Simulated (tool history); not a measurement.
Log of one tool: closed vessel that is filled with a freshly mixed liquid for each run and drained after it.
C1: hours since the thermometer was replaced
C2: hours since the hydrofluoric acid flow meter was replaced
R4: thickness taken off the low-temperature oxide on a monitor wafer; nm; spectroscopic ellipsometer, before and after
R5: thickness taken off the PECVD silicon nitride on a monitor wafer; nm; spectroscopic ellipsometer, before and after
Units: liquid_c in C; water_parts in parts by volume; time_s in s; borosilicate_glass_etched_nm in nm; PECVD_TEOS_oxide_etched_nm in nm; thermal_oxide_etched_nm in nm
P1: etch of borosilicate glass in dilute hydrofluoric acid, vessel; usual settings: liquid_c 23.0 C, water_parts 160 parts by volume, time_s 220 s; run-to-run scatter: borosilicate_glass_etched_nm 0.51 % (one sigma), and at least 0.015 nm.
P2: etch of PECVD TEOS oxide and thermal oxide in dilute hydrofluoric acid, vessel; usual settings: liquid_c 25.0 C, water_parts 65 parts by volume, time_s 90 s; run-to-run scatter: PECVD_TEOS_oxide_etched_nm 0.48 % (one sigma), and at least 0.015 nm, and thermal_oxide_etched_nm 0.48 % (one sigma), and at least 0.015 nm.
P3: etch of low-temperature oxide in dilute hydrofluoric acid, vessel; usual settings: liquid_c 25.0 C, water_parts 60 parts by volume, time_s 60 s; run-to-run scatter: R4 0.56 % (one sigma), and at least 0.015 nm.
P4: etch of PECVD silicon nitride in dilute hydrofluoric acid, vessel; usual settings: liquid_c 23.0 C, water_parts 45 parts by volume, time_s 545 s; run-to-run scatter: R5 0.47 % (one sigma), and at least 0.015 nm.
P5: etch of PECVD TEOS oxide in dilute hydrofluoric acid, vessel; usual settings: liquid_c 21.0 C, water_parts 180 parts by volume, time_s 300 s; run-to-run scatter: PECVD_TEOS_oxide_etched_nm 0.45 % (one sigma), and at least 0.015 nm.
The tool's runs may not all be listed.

Run 1, hour 14.7: process P1, liquid_c 23.0 C, water_parts 160 parts by volume, time_s 220 s; C1 856.8; C2 913.8. Result: borosilicate_glass_etched_nm 46.557 nm.
Run 2, hour 22.4: process P1, liquid_c 30.0 C, water_parts 160 parts by volume, time_s 220 s; C1 864.5; C2 921.5. Result: borosilicate_glass_etched_nm 60.509 nm.
Run 3, hour 38.6: process P1, liquid_c 27.5 C, water_parts 285 parts by volume, time_s 220 s; C1 880.7; C2 937.7. Result: borosilicate_glass_etched_nm 27.103 nm.
Run 4, hour 53.8: process P1, liquid_c 23.0 C, water_parts 160 parts by volume, time_s 220 s; C1 895.9; C2 952.9. Result: borosilicate_glass_etched_nm 46.656 nm.
Run 5, hour 64.0: process P2, liquid_c 25.0 C, water_parts 65 parts by volume, time_s 90 s; C1 906.1; C2 963.1. Result: PECVD_TEOS_oxide_etched_nm 33.6630 nm, thermal_oxide_etched_nm 7.1462 nm.
Run 6, hour 78.6: process P3, liquid_c 25.0 C, water_parts 90 parts by volume, time_s 60 s; C1 920.7; C2 977.7. Result: R4 18.817 nm.
Run 7, hour 94.7: process P4, liquid_c 23.0 C, water_parts 20 parts by volume, time_s 545 s; C1 936.8; C2 993.8. Result: R5 114.780 nm.
Run 8, hour 102.0: process P4, liquid_c 26.5 C, water_parts 45 parts by volume, time_s 545 s; C1 944.1; C2 1001.1. Result: R5 66.835 nm.
Run 9, hour 112.0: process P3, liquid_c 25.0 C, water_parts 60 parts by volume, time_s 85 s; C1 954.1; C2 1011.1. Result: R4 41.004 nm.
Run 10, hour 127.2: process P3, liquid_c 29.0 C, water_parts 60 parts by volume, time_s 60 s; C1 969.3; C2 1026.3. Result: R4 34.000 nm.
Run 11, hour 136.3: process P2, liquid_c 25.0 C, water_parts 100 parts by volume, time_s 90 s; C1 978.4; C2 1035.4. Result: PECVD_TEOS_oxide_etched_nm 21.0400 nm, thermal_oxide_etched_nm 4.4880 nm.
Run 12, hour 150.9: process P5, liquid_c 27.0 C, water_parts 180 parts by volume, time_s 300 s; C1 993.0; C2 1050.0. Result: PECVD_TEOS_oxide_etched_nm 14.4660 nm.
Run 13, hour 160.8: process P1, liquid_c 23.0 C, water_parts 160 parts by volume, time_s 220 s; C1 1002.9; C2 1059.9. Result: borosilicate_glass_etched_nm 46.545 nm.
Run 14, hour 174.7: process P2, liquid_c 32.5 C, water_parts 65 parts by volume, time_s 90 s; C1 1016.8; C2 1073.8. Result: PECVD_TEOS_oxide_etched_nm 45.7520 nm, thermal_oxide_etched_nm 9.6693 nm.
Run 15, hour 185.8: process P1, liquid_c 23.0 C, water_parts 160 parts by volume, time_s 220 s; C1 1027.9; C2 1084.9. Result: borosilicate_glass_etched_nm 46.786 nm.
Run 16, hour 197.3: process P1, liquid_c 23.0 C, water_parts 65 parts by volume, time_s 220 s; C1 1039.4; C2 1096.4. Result: borosilicate_glass_etched_nm 129.270 nm.
Run 17, hour 208.3: process P1, liquid_c 23.0 C, water_parts 250 parts by volume, time_s 220 s; C1 1050.4; C2 1107.4. Result: borosilicate_glass_etched_nm 27.041 nm.
Run 18, hour 222.3: process P5, liquid_c 21.0 C, water_parts 35 parts by volume, time_s 300 s; C1 1064.4; C2 1121.4. Result: PECVD_TEOS_oxide_etched_nm 69.7120 nm.
Run 19, hour 232.5: process P1, liquid_c 17.0 C, water_parts 160 parts by volume, time_s 220 s; C1 1074.6; C2 1131.6. Result: borosilicate_glass_etched_nm 36.536 nm.
Run 20, hour 243.5: process P3, liquid_c 25.0 C, water_parts 60 parts by volume, time_s 60 s; C1 1085.6; C2 1142.6. Result: R4 28.794 nm.
Run 21, hour 259.3: process P1, liquid_c 23.0 C, water_parts 160 parts by volume, time_s 340 s; C1 1101.4; C2 1158.4. Result: borosilicate_glass_etched_nm 72.101 nm.
Run 22, hour 269.2: process P5, liquid_c 21.0 C, water_parts 180 parts by volume, time_s 170 s; C1 1111.3; C2 1168.3. Result: PECVD_TEOS_oxide_etched_nm 6.5147 nm.
Run 23, hour 280.5: process P4, liquid_c 23.0 C, water_parts 45 parts by volume, time_s 545 s; C1 1122.6; C2 1179.6. Result: R5 52.669 nm.
Run 24, hour 296.6: process P1, liquid_c 30.5 C, water_parts 75 parts by volume, time_s 220 s; C1 1138.7; C2 1195.7. Result: borosilicate_glass_etched_nm 147.060 nm.

The next listed run, before its measurement:
Run 25, hour 309.2: process P1, liquid_c 23.0 C, water_parts 160 parts by volume, time_s 105 s; C1 1151.3; C2 1208.3. Result: borosilicate_glass_etched_nm ?.

Run 25 gave borosilicate_glass_etched_nm 22.184 nm.
